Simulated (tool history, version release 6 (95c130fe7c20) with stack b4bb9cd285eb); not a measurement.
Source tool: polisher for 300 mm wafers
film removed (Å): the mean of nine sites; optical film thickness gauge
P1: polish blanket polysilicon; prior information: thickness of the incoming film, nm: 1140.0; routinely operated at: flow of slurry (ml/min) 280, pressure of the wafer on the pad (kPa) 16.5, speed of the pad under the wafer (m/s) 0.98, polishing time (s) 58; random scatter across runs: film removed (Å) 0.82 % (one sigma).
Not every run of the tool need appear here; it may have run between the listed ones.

run   hour  flow of slurry (ml/min)  pressure of the wafer on the pad (kPa)  speed of the pad under the wafer (m/s)  polishing time (s)  film removed (Å)
  1    4.6                      280                                    16.5                                    0.98                  58            4352.2
       7.9  -- slurry nozzle cleaned
  2    8.7                      430                                    16.5                                    0.98                  58            4583.6
  3   13.3                      280                                    16.5                                    0.98                  58            4351.1
  4   15.4                      280                                       9                                    0.98                  58            2355.2
  5   17.5                      280                                    16.5                                    0.98                  40            2996.2
  6     22                      280                                    16.5                                    0.98                  58            4426.4
  7   25.8                      370                                    16.5                                    0.98                  41            3201.3
  8   29.7                      170                                    16.5                                    0.98                  58            4067.2
  9     34                      280                                    16.5                                    0.46                  58            2036.7
 10   37.9                      280                                    16.5                                     1.5                  58            6614.3
 11   41.7                      280                                    16.5                                    0.98                  58            4423.9
 12   46.1                      280                                    16.5                                    0.98                  58            4386.6
 13   49.4                      280                                    16.5                                    0.98                  58              4353
 14   52.6                      280                                    16.5                                    0.98                  58            4376.9
 15   57.2                      280                                    16.5                                    0.98                  90            6885.9
 16   60.4                      280                                    22.8                                    0.98                  58            6067.7
 17     63                      170                                    16.5                                     1.3                  58            5457.8
 18   67.3                      280                                    16.5                                    0.98                  58            4392.8
 19     72                      280                                    16.5                                    0.98                  58            4332.2
 20   74.2                      280                                    16.5                                    0.98                  58            4268.8
 21   77.3                      280                                    16.5                                    0.98                  58            4290.5
 22   80.3                      280                                    16.5                                    0.98                  58            4175.8
 23   83.5                      280                                    16.5                                    0.98                  58            4213.1
 24   87.5                      280                                    16.5                                    0.98                  58            4143.8
 25   91.3                      280                                    16.5                                    0.98                  58              4109
      92.8  -- worn pad replaced by a new one
 26   94.3                      280                                    16.5                                    0.98                  58            4175.6
 27   98.6                      280                                    16.5                                    0.98                  58              4155
 28  101.3                      280                                    16.5                                    0.98                  58            4176.4
 29  104.8                      280                                    16.5                                    0.98                  58            4141.1

The output of P1 has drifted from where it used to be. Each of the 2 causes below, taken at the size shown beside it, accounts for the log equally well:
A: slurry flow missing at the pad, % = 38.4
B: head's pressure below its setpoint, % = 5.76
The process output started creeping at around hour 67.3.
What rules out each remaining cause:
removal rate lost through wear of the pad, %: was serviced at hour 92.8, once the creep was under way, yet the earlier output never came back

Which of the 4 check runs listed below, each an average over 3 wafers with its results shown as question marks, gives clearly different results under the different listed causes?
check 1  108.3                      280                                    16.5                                    0.76                  89                 ?
check 2  108.3                      170                                    16.5                                    0.98                  58                 ?
check 3  108.3                      280                                    16.5                                    1.24                  58                 ?
check 4  108.3                      280                                    16.5                                     0.5                  58                 ?

How each check would come out, cause by cause:
  check            result    if A    if B
check 1  film removed (Å)    4921  4921.3
check 2  film removed (Å)  3754.4  3888.4
check 3  film removed (Å)  5232.4  5232.7
check 4  film removed (Å)  2109.8    2110
Minimum pairwise separation of causes per check, each pair taken at its best-separating result: check 1 0.01 %; check 2 3.51 %; check 3 0.01 %; check 4 0.01 %
Check 2 is the one run that separates the causes; every other check would come out nearly the same whichever cause is at work.

Then check 2 was run and gave: film removed (Å) 3739.4. Which cause is it?

It was cause A: slurry flow missing at the pad, %.

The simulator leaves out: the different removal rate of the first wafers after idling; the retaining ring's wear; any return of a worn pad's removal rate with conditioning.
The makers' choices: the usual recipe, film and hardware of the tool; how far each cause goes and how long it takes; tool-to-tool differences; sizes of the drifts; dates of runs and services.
